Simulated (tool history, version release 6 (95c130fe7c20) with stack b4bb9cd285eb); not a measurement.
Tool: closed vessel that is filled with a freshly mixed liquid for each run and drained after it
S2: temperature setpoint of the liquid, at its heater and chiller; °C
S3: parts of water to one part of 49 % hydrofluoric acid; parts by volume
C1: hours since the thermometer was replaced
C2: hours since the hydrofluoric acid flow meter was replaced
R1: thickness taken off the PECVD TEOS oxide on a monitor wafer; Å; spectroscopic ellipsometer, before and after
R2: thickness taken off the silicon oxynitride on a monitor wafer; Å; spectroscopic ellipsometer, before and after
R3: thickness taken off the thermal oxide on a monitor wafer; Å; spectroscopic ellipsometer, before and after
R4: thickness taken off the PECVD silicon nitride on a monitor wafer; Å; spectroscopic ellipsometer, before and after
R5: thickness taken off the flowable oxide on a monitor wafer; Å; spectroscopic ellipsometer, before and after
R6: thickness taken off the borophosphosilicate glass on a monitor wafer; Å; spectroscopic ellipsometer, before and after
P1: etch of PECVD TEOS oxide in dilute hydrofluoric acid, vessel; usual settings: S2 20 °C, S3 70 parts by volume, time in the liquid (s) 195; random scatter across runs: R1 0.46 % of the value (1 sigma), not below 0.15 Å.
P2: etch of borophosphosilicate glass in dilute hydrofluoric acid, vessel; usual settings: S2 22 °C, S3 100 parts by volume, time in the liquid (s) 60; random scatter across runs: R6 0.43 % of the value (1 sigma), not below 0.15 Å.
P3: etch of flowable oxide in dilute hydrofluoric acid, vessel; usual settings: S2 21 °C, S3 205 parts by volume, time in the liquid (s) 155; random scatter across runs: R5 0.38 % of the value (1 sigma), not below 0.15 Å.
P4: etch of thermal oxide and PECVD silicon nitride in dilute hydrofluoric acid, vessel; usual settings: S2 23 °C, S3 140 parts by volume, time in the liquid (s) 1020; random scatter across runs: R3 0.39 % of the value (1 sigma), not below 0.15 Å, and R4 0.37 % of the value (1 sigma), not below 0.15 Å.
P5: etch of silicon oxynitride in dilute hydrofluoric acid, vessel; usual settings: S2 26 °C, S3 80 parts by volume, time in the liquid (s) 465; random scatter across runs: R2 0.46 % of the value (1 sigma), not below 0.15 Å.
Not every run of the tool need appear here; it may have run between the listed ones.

{"run": 1, "hour": 7.7, "process that ran": "P1", "S2": 20, "S3": 70, "time in the liquid (s)": 195, "C1": 668.4, "C2": 1406.3, "R1": 340.33}
{"run": 2, "hour": 21.4, "process that ran": "P5", "S2": 26, "S3": 80, "time in the liquid (s)": 465, "C1": 682.1, "C2": 1420, "R2": 266.43}
{"run": 3, "hour": 31.5, "process that ran": "P4", "S2": 17, "S3": 140, "time in the liquid (s)": 1020, "C1": 692.2, "C2": 1430.1, "R3": 247.46, "R4": 250.81}
{"run": 4, "hour": 42.4, "process that ran": "P1", "S2": 28, "S3": 70, "time in the liquid (s)": 195, "C1": 703.1, "C2": 1441, "R1": 470.04}
{"run": 5, "hour": 53.8, "process that ran": "P3", "S2": 21, "S3": 205, "time in the liquid (s)": 155, "C1": 714.5, "C2": 1452.4, "R5": 297.77}
{"run": 6, "hour": 67.1, "process that ran": "P5", "S2": 26, "S3": 80, "time in the liquid (s)": 935, "C1": 727.8, "C2": 1465.7, "R2": 536.63}
{"run": 7, "hour": 81.4, "process that ran": "P4", "S2": 23, "S3": 140, "time in the liquid (s)": 1020, "C1": 742.1, "C2": 1480, "R3": 313.12, "R4": 373.13}
{"run": 8, "hour": 93.5, "process that ran": "P3", "S2": 17, "S3": 205, "time in the liquid (s)": 155, "C1": 754.2, "C2": 1492.1, "R5": 252.6}
{"run": 9, "hour": 106.7, "process that ran": "P4", "S2": 23, "S3": 240, "time in the liquid (s)": 1020, "C1": 767.4, "C2": 1505.3, "R3": 164.22, "R4": 219}
{"run": 10, "hour": 118.0, "process that ran": "P2", "S2": 22, "S3": 100, "time in the liquid (s)": 30, "C1": 778.7, "C2": 1516.6, "R6": 243.33}
{"run": 11, "hour": 132.0, "process that ran": "P1", "S2": 20, "S3": 70, "time in the liquid (s)": 195, "C1": 792.7, "C2": 1530.6, "R1": 337.49}
{"run": 12, "hour": 140.5, "process that ran": "P5", "S2": 26, "S3": 135, "time in the liquid (s)": 465, "C1": 801.2, "C2": 1539.1, "R2": 150.41}
{"run": 13, "hour": 152.9, "process that ran": "P5", "S2": 21.5, "S3": 80, "time in the liquid (s)": 465, "C1": 813.6, "C2": 1551.5, "R2": 213.92}
{"run": 14, "hour": 169.6, "process that ran": "P4", "S2": 23, "S3": 140, "time in the liquid (s)": 1020, "C1": 830.3, "C2": 1568.2, "R3": 313.49, "R4": 373.57}
{"run": 15, "hour": 182.6, "process that ran": "P2", "S2": 22, "S3": 20, "time in the liquid (s)": 60, "C1": 843.3, "C2": 1581.2, "R6": 2713}
{"run": 16, "hour": 192.2, "process that ran": "P1", "S2": 20, "S3": 30, "time in the liquid (s)": 375, "C1": 852.9, "C2": 1590.8, "R1": 1588.8}
{"run": 17, "hour": 203.5, "process that ran": "P2", "S2": 30, "S3": 100, "time in the liquid (s)": 60, "C1": 864.2, "C2": 1602.1, "R6": 669.99}
{"run": 18, "hour": 216.5, "process that ran": "P5", "S2": 26, "S3": 80, "time in the liquid (s)": 465, "C1": 877.2, "C2": 1615.1, "R2": 269.26}
{"run": 19, "hour": 228.3, "process that ran": "P2", "S2": 22, "S3": 100, "time in the liquid (s)": 60, "C1": 889, "C2": 1626.9, "R6": 490.82}
{"run": 20, "hour": 240.6, "process that ran": "P1", "S2": 20, "S3": 40, "time in the liquid (s)": 195, "C1": 901.3, "C2": 1639.2, "R1": 617.03}
{"run": 21, "hour": 248.8, "process that ran": "P1", "S2": 24, "S3": 35, "time in the liquid (s)": 195, "C1": 909.5, "C2": 1647.4, "R1": 838.85}
{"run": 22, "hour": 263.7, "process that ran": "P1", "S2": 24, "S3": 125, "time in the liquid (s)": 195, "C1": 924.4, "C2": 1662.3, "R1": 208.81}
{"run": 23, "hour": 271.9, "process that ran": "P1", "S2": 20, "S3": 70, "time in the liquid (s)": 195, "C1": 932.6, "C2": 1670.5, "R1": 338.7}
{"run": 24, "hour": 287.6, "process that ran": "P3", "S2": 21, "S3": 120, "time in the liquid (s)": 155, "C1": 948.3, "C2": 1686.2, "R5": 555.74}
{"run": 25, "hour": 294.9, "process that ran": "P4", "S2": 23, "S3": 140, "time in the liquid (s)": 1780, "C1": 955.6, "C2": 1693.5, "R3": 545.24, "R4": 647.73}
{"run": 26, "hour": 310.3, "process that ran": "P1", "S2": 20, "S3": 120, "time in the liquid (s)": 195, "C1": 971, "C2": 1708.9, "R1": 187.68}
{"run": 27, "hour": 322.0, "process that ran": "P1", "S2": 20, "S3": 70, "time in the liquid (s)": 195, "C1": 982.7, "C2": 1720.6, "R1": 339.24}
{"run": 28, "hour": 330.0, "process that ran": "P3", "S2": 21, "S3": 205, "time in the liquid (s)": 80, "C1": 990.7, "C2": 1728.6, "R5": 152.7}
{"run": 29, "hour": 338.4, "process that ran": "P1", "S2": 20, "S3": 70, "time in the liquid (s)": 195, "C1": 999.1, "C2": 1737, "R1": 336.21}
{"run": 30, "hour": 351.3, "process that ran": "P1", "S2": 20, "S3": 70, "time in the liquid (s)": 350, "C1": 1012, "C2": 1749.9, "R1": 609.38}
{"run": 31, "hour": 360.0, "process that ran": "P2", "S2": 22, "S3": 100, "time in the liquid (s)": 60, "C1": 1020.7, "C2": 1758.6, "R6": 487.46}
{"run": 32, "hour": 369.4, "process that ran": "P1", "S2": 17, "S3": 70, "time in the liquid (s)": 195, "C1": 1030.1, "C2": 1768, "R1": 297.39}
{"run": 33, "hour": 377.4, "process that ran": "P1", "S2": 20, "S3": 70, "time in the liquid (s)": 100, "C1": 1038.1, "C2": 1776, "R1": 174.69}
{"run": 34, "hour": 385.6, "process that ran": "P1", "S2": 20, "S3": 70, "time in the liquid (s)": 195, "C1": 1046.3, "C2": 1784.2, "R1": 339.13}
{"run": 35, "hour": 393.3, "process that ran": "P1", "S2": 20, "S3": 70, "time in the liquid (s)": 195, "C1": 1054, "C2": 1791.9, "R1": 346.61}
{"run": 36, "hour": 407.6, "process that ran": "P1", "S2": 20, "S3": 70, "time in the liquid (s)": 195, "C1": 1068.3, "C2": 1806.2, "R1": 349.17}
{"run": 37, "hour": 417.0, "process that ran": "P1", "S2": 20, "S3": 70, "time in the liquid (s)": 195, "C1": 1077.7, "C2": 1815.6, "R1": 352.46}
{"run": 38, "hour": 426.6, "process that ran": "P1", "S2": 20, "S3": 70, "time in the liquid (s)": 195, "C1": 1087.3, "C2": 1825.2, "R1": 353.44}
{"run": 39, "hour": 442.8, "process that ran": "P1", "S2": 20, "S3": 70, "time in the liquid (s)": 195, "C1": 1103.5, "C2": 1841.4, "R1": 355.17}
{"run": 40, "hour": 453.1, "process that ran": "P1", "S2": 20, "S3": 70, "time in the liquid (s)": 195, "C1": 1113.8, "C2": 1851.7, "R1": 357.32}
{"run": 41, "hour": 466.2, "process that ran": "P1", "S2": 20, "S3": 70, "time in the liquid (s)": 195, "C1": 1126.9, "C2": 1864.8, "R1": 356.24}
{"run": 42, "hour": 479.2, "process that ran": "P1", "S2": 20, "S3": 70, "time in the liquid (s)": 195, "C1": 1139.9, "C2": 1877.8, "R1": 359.73}
{"run": 43, "hour": 490.2, "process that ran": "P1", "S2": 20, "S3": 70, "time in the liquid (s)": 195, "C1": 1150.9, "C2": 1888.8, "R1": 360.82}
{"run": 44, "hour": 501.5, "process that ran": "P1", "S2": 20, "S3": 70, "time in the liquid (s)": 195, "C1": 1162.2, "C2": 1900.1, "R1": 361.58}
{"run": 45, "hour": 516.4, "process that ran": "P1", "S2": 20, "S3": 70, "time in the liquid (s)": 195, "C1": 1177.1, "C2": 1915, "R1": 362.72}

The output of P1 has drifted from where it used to be. Each of the 2 causes below, taken at the size shown beside it, accounts for the log equally well:
A: hydrofluoric acid flow above the setpoint (%) = 6.21
B: liquid hotter than its thermometer reads (K) = 1.57
The gradual shift began around hour 385.6.

Consider the 4 single-wafer check runs listed below, results given as question marks: which one distinguishes between the causes by giving clearly different results for each?
{"run": "check 1", "hour": 531.3, "process that ran": "P2", "S2": 25.5, "S3": 100, "time in the liquid (s)": 30, "R6": "?"}
{"run": "check 2", "hour": 531.3, "process that ran": "P4", "S2": 23, "S3": 225, "time in the liquid (s)": 1390, "R3": "?", "R4": "?"}
{"run": "check 3", "hour": 531.3, "process that ran": "P5", "S2": 26, "S3": 135, "time in the liquid (s)": 850, "R2": "?"}
{"run": "check 4", "hour": 531.3, "process that ran": "P3", "S2": 17, "S3": 205, "time in the liquid (s)": 155, "R5": "?"}

Check results expected under each cause:
check=check_1 result=R6 if_A=299.81 if_B=297.77
check=check_2 result=R3 if_A=261.15 if_B=256.85
check=check_2 result=R4 if_A=338.34 if_B=351.86
check=check_3 result=R2 if_A=295.03 if_B=296.13
check=check_4 result=R5 if_A=272.15 if_B=269.62
Per-check spread between the two closest causes, in the result where they differ most: check 1 0.68 %; check 2 3.92 %; check 3 0.37 %; check 4 0.93 %
Of the check runs offered, only check 2 discriminates between the causes; the rest would read about the same regardless of which cause applies.

With check 2 done, the readings were: R3 261.46 Å; R4 339.29 Å. Identify which of the listed causes applies.

It is A: hydrofluoric acid flow above the setpoint (%).

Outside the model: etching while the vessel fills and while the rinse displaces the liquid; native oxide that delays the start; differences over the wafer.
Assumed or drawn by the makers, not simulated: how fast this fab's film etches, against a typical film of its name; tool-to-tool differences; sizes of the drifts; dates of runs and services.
